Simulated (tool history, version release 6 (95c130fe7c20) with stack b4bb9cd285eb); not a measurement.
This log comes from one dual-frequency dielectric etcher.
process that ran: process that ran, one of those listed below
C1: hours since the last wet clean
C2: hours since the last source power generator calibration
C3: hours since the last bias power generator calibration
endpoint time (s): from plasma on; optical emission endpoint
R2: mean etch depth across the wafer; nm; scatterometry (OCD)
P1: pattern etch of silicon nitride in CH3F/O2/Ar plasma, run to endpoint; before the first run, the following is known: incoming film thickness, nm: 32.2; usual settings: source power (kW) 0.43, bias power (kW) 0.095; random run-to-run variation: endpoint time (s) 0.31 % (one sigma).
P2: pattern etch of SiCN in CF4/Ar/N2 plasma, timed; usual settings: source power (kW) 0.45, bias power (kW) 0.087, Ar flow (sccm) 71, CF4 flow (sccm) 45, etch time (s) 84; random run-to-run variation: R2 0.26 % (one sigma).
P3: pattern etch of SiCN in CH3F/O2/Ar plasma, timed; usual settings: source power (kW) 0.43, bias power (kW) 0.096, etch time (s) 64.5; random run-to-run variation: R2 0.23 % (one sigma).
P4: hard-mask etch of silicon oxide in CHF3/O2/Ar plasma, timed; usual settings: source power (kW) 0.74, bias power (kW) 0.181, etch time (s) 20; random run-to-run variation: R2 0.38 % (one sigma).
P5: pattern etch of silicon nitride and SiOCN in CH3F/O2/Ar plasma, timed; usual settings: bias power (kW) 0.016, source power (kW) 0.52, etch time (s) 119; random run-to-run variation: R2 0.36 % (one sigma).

{"run": 1, "day": 0.333, "process that ran": "P1", "source power (kW)": 0.43, "bias power (kW)": 0.095, "C1": 457.2, "C2": 2696, "C3": 2128.2, "endpoint time (s)": 41.992}
{"run": 2, "day": 0.542, "process that ran": "P2", "source power (kW)": 0.45, "bias power (kW)": 0.087, "Ar flow (sccm)": 71, "CF4 flow (sccm)": 45, "etch time (s)": 84, "C1": 462.2, "C2": 2701, "C3": 2133.2, "R2": 77.131}
{"run": 3, "day": 0.817, "process that ran": "P5", "source power (kW)": 0.52, "bias power (kW)": 0.016, "etch time (s)": 119, "C1": 468.8, "C2": 2707.6, "C3": 2139.8, "R2": 14.502}
{"run": 4, "day": 1.054, "process that ran": "P3", "source power (kW)": 0.43, "bias power (kW)": 0.096, "etch time (s)": 64.5, "C1": 474.5, "C2": 2713.3, "C3": 2145.5, "R2": 27.552}
{"run": 5, "day": 1.496, "process that ran": "P5", "source power (kW)": 0.52, "bias power (kW)": 0.022, "etch time (s)": 119, "C1": 485.1, "C2": 2723.9, "C3": 2156.1, "R2": 16.655}
{"run": 6, "day": 1.7, "process that ran": "P1", "source power (kW)": 0.43, "bias power (kW)": 0.074, "C1": 490, "C2": 2728.8, "C3": 2161, "endpoint time (s)": 46.215}
{"run": 7, "day": 1.988, "process that ran": "P1", "source power (kW)": 0.43, "bias power (kW)": 0.095, "C1": 496.9, "C2": 2735.7, "C3": 2167.9, "endpoint time (s)": 42.01}
{"day": 2.117, "done": "source power generator calibrated"}
{"run": 8, "day": 2.346, "process that ran": "P2", "source power (kW)": 0.45, "bias power (kW)": 0.087, "Ar flow (sccm)": 71, "CF4 flow (sccm)": 45, "etch time (s)": 84, "C1": 505.5, "C2": 5.6, "C3": 2176.5, "R2": 76.896}
{"run": 9, "day": 2.717, "process that ran": "P1", "source power (kW)": 0.26, "bias power (kW)": 0.095, "C1": 514.4, "C2": 14.5, "C3": 2185.4, "endpoint time (s)": 50.96}
{"run": 10, "day": 3.129, "process that ran": "P4", "source power (kW)": 0.74, "bias power (kW)": 0.141, "etch time (s)": 20, "C1": 524.3, "C2": 24.4, "C3": 2195.3, "R2": 39.757}
{"run": 11, "day": 3.458, "process that ran": "P1", "source power (kW)": 0.51, "bias power (kW)": 0.118, "C1": 532.2, "C2": 32.3, "C3": 2203.2, "endpoint time (s)": 36.43}
{"run": 12, "day": 3.746, "process that ran": "P2", "source power (kW)": 0.45, "bias power (kW)": 0.087, "Ar flow (sccm)": 51, "CF4 flow (sccm)": 45, "etch time (s)": 84, "C1": 539.1, "C2": 39.2, "C3": 2210.1, "R2": 80.512}
{"run": 13, "day": 4.062, "process that ran": "P2", "source power (kW)": 0.27, "bias power (kW)": 0.087, "Ar flow (sccm)": 71, "CF4 flow (sccm)": 45, "etch time (s)": 84, "C1": 546.7, "C2": 46.8, "C3": 2217.7, "R2": 49.196}
{"day": 4.229, "done": "bias power generator calibrated"}
{"run": 14, "day": 4.475, "process that ran": "P2", "source power (kW)": 0.45, "bias power (kW)": 0.087, "Ar flow (sccm)": 71, "CF4 flow (sccm)": 45, "etch time (s)": 59, "C1": 556.6, "C2": 56.7, "C3": 6, "R2": 53.989}
{"run": 15, "day": 4.696, "process that ran": "P5", "source power (kW)": 0.52, "bias power (kW)": 0.016, "etch time (s)": 119, "C1": 561.9, "C2": 62, "C3": 11.3, "R2": 14.543}
{"run": 16, "day": 5.138, "process that ran": "P3", "source power (kW)": 0.43, "bias power (kW)": 0.115, "etch time (s)": 64.5, "C1": 572.5, "C2": 72.6, "C3": 21.9, "R2": 29.56}
{"run": 17, "day": 5.55, "process that ran": "P3", "source power (kW)": 0.43, "bias power (kW)": 0.096, "etch time (s)": 91.5, "C1": 582.4, "C2": 82.5, "C3": 31.8, "R2": 39.21}
{"run": 18, "day": 5.908, "process that ran": "P1", "source power (kW)": 0.43, "bias power (kW)": 0.117, "C1": 591, "C2": 91.1, "C3": 40.4, "endpoint time (s)": 38.781}
{"run": 19, "day": 6.292, "process that ran": "P4", "source power (kW)": 0.6, "bias power (kW)": 0.181, "etch time (s)": 20, "C1": 600.2, "C2": 100.3, "C3": 49.6, "R2": 39.682}
{"run": 20, "day": 6.6, "process that ran": "P1", "source power (kW)": 0.43, "bias power (kW)": 0.095, "C1": 607.6, "C2": 107.7, "C3": 57, "endpoint time (s)": 42.218}
{"run": 21, "day": 7.046, "process that ran": "P4", "source power (kW)": 0.74, "bias power (kW)": 0.181, "etch time (s)": 25.5, "C1": 618.3, "C2": 118.4, "C3": 67.7, "R2": 54.979}
{"run": 22, "day": 7.429, "process that ran": "P5", "source power (kW)": 0.52, "bias power (kW)": 0.016, "etch time (s)": 86, "C1": 627.5, "C2": 127.6, "C3": 76.9, "R2": 10.587}
{"run": 23, "day": 7.658, "process that ran": "P1", "source power (kW)": 0.58, "bias power (kW)": 0.13, "C1": 633, "C2": 133.1, "C3": 82.4, "endpoint time (s)": 33.539}
{"run": 24, "day": 8.088, "process that ran": "P1", "source power (kW)": 0.34, "bias power (kW)": 0.072, "C1": 643.3, "C2": 143.4, "C3": 92.7, "endpoint time (s)": 50.646}
{"run": 25, "day": 8.3, "process that ran": "P2", "source power (kW)": 0.45, "bias power (kW)": 0.087, "Ar flow (sccm)": 71, "CF4 flow (sccm)": 54, "etch time (s)": 84, "C1": 648.4, "C2": 148.5, "C3": 97.8, "R2": 78.743}
{"run": 26, "day": 8.5, "process that ran": "P1", "source power (kW)": 0.51, "bias power (kW)": 0.095, "C1": 653.2, "C2": 153.3, "C3": 102.6, "endpoint time (s)": 39.416}
{"run": 27, "day": 8.725, "process that ran": "P4", "source power (kW)": 0.74, "bias power (kW)": 0.181, "etch time (s)": 20, "C1": 658.6, "C2": 158.7, "C3": 108, "R2": 42.571}
{"run": 28, "day": 9.054, "process that ran": "P1", "source power (kW)": 0.43, "bias power (kW)": 0.095, "C1": 666.5, "C2": 166.6, "C3": 115.9, "endpoint time (s)": 42.027}
{"run": 29, "day": 9.317, "process that ran": "P5", "source power (kW)": 0.73, "bias power (kW)": 0.016, "etch time (s)": 119, "C1": 672.8, "C2": 172.9, "C3": 122.2, "R2": 16.564}
{"run": 30, "day": 9.688, "process that ran": "P3", "source power (kW)": 0.29, "bias power (kW)": 0.096, "etch time (s)": 64.5, "C1": 681.7, "C2": 181.8, "C3": 131.1, "R2": 23.835}
{"run": 31, "day": 10.038, "process that ran": "P4", "source power (kW)": 0.74, "bias power (kW)": 0.181, "etch time (s)": 20, "C1": 690.1, "C2": 190.2, "C3": 139.5, "R2": 42.713}
{"run": 32, "day": 10.483, "process that ran": "P2", "source power (kW)": 0.45, "bias power (kW)": 0.11, "Ar flow (sccm)": 71, "CF4 flow (sccm)": 45, "etch time (s)": 84, "C1": 700.8, "C2": 200.9, "C3": 150.2, "R2": 83.807}
{"run": 33, "day": 10.929, "process that ran": "P1", "source power (kW)": 0.43, "bias power (kW)": 0.095, "C1": 711.5, "C2": 211.6, "C3": 160.9, "endpoint time (s)": 42.145}
{"run": 34, "day": 11.288, "process that ran": "P1", "source power (kW)": 0.43, "bias power (kW)": 0.095, "C1": 720.1, "C2": 220.2, "C3": 169.5, "endpoint time (s)": 41.834}
{"run": 35, "day": 11.529, "process that ran": "P1", "source power (kW)": 0.43, "bias power (kW)": 0.095, "C1": 725.9, "C2": 226, "C3": 175.3, "endpoint time (s)": 41.501}
{"run": 36, "day": 11.892, "process that ran": "P1", "source power (kW)": 0.43, "bias power (kW)": 0.095, "C1": 734.6, "C2": 234.7, "C3": 184, "endpoint time (s)": 41.717}
{"run": 37, "day": 12.183, "process that ran": "P1", "source power (kW)": 0.43, "bias power (kW)": 0.095, "C1": 741.6, "C2": 241.7, "C3": 191, "endpoint time (s)": 41.336}

Run 38 is up next; what results do you expect?
{"day": 12.221, "done": "wet clean of the chamber"}
{"run": 38, "day": 12.55, "process that ran": "P1", "source power (kW)": 0.43, "bias power (kW)": 0.095, "C1": 7.9, "C2": 250.5, "C3": 199.8, "endpoint time (s)": "?"}

endpoint time (s): 41.551

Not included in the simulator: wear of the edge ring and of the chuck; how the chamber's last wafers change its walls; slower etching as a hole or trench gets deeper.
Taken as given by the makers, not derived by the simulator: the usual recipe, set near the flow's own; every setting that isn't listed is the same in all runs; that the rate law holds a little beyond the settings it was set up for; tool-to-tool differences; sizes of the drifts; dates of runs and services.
